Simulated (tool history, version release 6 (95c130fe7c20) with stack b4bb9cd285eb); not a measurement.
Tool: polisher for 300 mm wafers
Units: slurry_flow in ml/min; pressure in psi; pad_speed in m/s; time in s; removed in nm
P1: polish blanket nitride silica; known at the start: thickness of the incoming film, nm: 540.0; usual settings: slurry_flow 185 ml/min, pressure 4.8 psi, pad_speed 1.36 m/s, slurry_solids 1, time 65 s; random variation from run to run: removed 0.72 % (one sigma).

| run | day | slurry_flow | pressure | pad_speed | slurry_solids | time | wafers polished on this pad | hours since the slurry nozzle was cleaned | hours since the head pressure was calibrated | hours since the slurry blender was calibrated | hours since the conditioning disc was replaced | removed |
|---|---|---|---|---|---|---|---|---|---|---|---|---|
| 1 | 0.471 | 185 | 4.8 | 1.36 | 1 | 65 | 649 | 196.9 | 172.8 | 99.2 | 98 | 85.215 |
| 2 | 0.796 | 110 | 4.8 | 1.36 | 1 | 65 | 719 | 204.7 | 180.6 | 107 | 105.8 | 77.952 |
| 3 | 1.138 | 245 | 4.8 | 1.36 | 1 | 97 | 792 | 212.9 | 188.8 | 115.2 | 114 | 134.4 |
| 4 | 1.646 | 185 | 4.8 | 1.36 | 0.7 | 65 | 901 | 225.1 | 201 | 127.4 | 126.2 | 72.206 |
|  | 1.842 | slurry blender recalibrated |
| 5 | 2.038 | 290 | 4.8 | 1.36 | 1 | 65 | 986 | 234.5 | 210.4 | 4.8 | 135.6 | 91.437 |
| 6 | 2.596 | 185 | 4.8 | 1.36 | 1 | 65 | 1106 | 247.9 | 223.8 | 18.2 | 149 | 85.467 |
| 7 | 3.183 | 185 | 4.8 | 1.36 | 1 | 65 | 1232 | 262 | 237.9 | 32.3 | 163.1 | 86.277 |
| 8 | 3.529 | 185 | 4.8 | 1.36 | 1 | 45 | 1307 | 270.3 | 246.2 | 40.6 | 171.4 | 58.813 |
| 9 | 3.792 | 185 | 4.8 | 1.36 | 1 | 103 | 1363 | 276.6 | 252.5 | 46.9 | 177.7 | 137.27 |
| 10 | 4.221 | 185 | 4.8 | 1.36 | 1 | 65 | 1456 | 286.9 | 262.8 | 57.2 | 188 | 86.532 |
| 11 | 4.55 | 185 | 4.8 | 0.8 | 1 | 93 | 1527 | 294.8 | 270.7 | 65.1 | 195.9 | 81.197 |
| 12 | 5.062 | 185 | 2.8 | 1.36 | 1 | 65 | 1637 | 307.1 | 283 | 77.4 | 208.2 | 50.428 |
| 13 | 5.546 | 185 | 7.6 | 1.36 | 1 | 65 | 1741 | 318.7 | 294.6 | 89 | 219.8 | 136.01 |
| 14 | 6.025 | 185 | 4.8 | 1.36 | 1 | 65 | 1844 | 330.2 | 306.1 | 100.5 | 231.3 | 86.715 |

Forecast run 15:
| 15 | 6.404 | 185 | 4.8 | 2 | 1 | 65 | 1926 | 339.3 | 315.2 | 109.6 | 240.4 | ? |

removed: 118.95 nm
